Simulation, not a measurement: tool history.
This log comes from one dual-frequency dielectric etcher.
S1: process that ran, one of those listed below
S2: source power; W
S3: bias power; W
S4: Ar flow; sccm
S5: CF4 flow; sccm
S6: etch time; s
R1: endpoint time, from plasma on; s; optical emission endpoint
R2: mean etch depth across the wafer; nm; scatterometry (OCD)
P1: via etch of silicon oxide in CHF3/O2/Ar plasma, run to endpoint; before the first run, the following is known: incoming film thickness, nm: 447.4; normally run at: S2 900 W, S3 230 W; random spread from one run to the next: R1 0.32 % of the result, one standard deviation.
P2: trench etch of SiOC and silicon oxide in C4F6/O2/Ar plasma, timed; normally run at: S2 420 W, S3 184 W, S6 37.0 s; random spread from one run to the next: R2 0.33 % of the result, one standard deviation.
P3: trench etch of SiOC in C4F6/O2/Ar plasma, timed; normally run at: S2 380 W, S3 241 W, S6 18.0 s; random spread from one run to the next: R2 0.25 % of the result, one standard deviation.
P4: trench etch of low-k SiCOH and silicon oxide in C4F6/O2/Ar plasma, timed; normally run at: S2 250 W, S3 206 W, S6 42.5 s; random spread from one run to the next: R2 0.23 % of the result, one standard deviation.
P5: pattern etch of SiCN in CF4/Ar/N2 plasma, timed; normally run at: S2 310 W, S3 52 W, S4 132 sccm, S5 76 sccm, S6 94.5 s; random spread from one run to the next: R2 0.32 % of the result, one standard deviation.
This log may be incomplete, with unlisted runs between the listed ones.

run,hour,S1,S2,S3,S4,S5,S6,R1,R2
1,11.6,P1,900,230,,,,180.14,
2,21.1,P5,310,73,132,76,94.5,,59.802
3,35.3,P3,380,241,,,12.0,,27.133
4,45.5,P1,900,140,,,,211.90,
5,51.9,P3,450,241,,,18.0,,43.561
6,61.4,P4,250,206,,,42.5,,118.480
7,76.2,P2,420,122,,,37.0,,67.805
8,88.6,P5,310,52,132,76,128.5,,72.008
9,99.6,P5,310,52,132,76,94.5,,52.723
10,109.8,P3,380,311,,,18.0,,44.538
11,121.8,P1,550,169,,,,241.38,
12,129.9,P4,310,206,,,42.5,,128.720
13,139.0,P4,250,247,,,42.5,,125.960
14,147.8,P2,330,184,,,37.0,,69.498
15,161.5,P3,380,241,,,18.0,,40.743
16,170.4,P1,900,278,,,,167.17,
17,178.1,P1,900,230,,,,180.11,
18,190.6,P1,900,230,,,,180.87,
19,203.1,P1,900,230,,,,179.64,
20,213.3,P4,250,206,,,53.0,,147.520
21,224.3,P5,310,52,174,76,94.5,,50.388
22,238.5,P4,250,206,,,42.5,,118.860
23,251.0,P5,230,52,132,76,94.5,,40.669

What does the tool deliver on the next run?
24,261.1,P2,420,184,,,37.0,,?

R2: 76.434 nm

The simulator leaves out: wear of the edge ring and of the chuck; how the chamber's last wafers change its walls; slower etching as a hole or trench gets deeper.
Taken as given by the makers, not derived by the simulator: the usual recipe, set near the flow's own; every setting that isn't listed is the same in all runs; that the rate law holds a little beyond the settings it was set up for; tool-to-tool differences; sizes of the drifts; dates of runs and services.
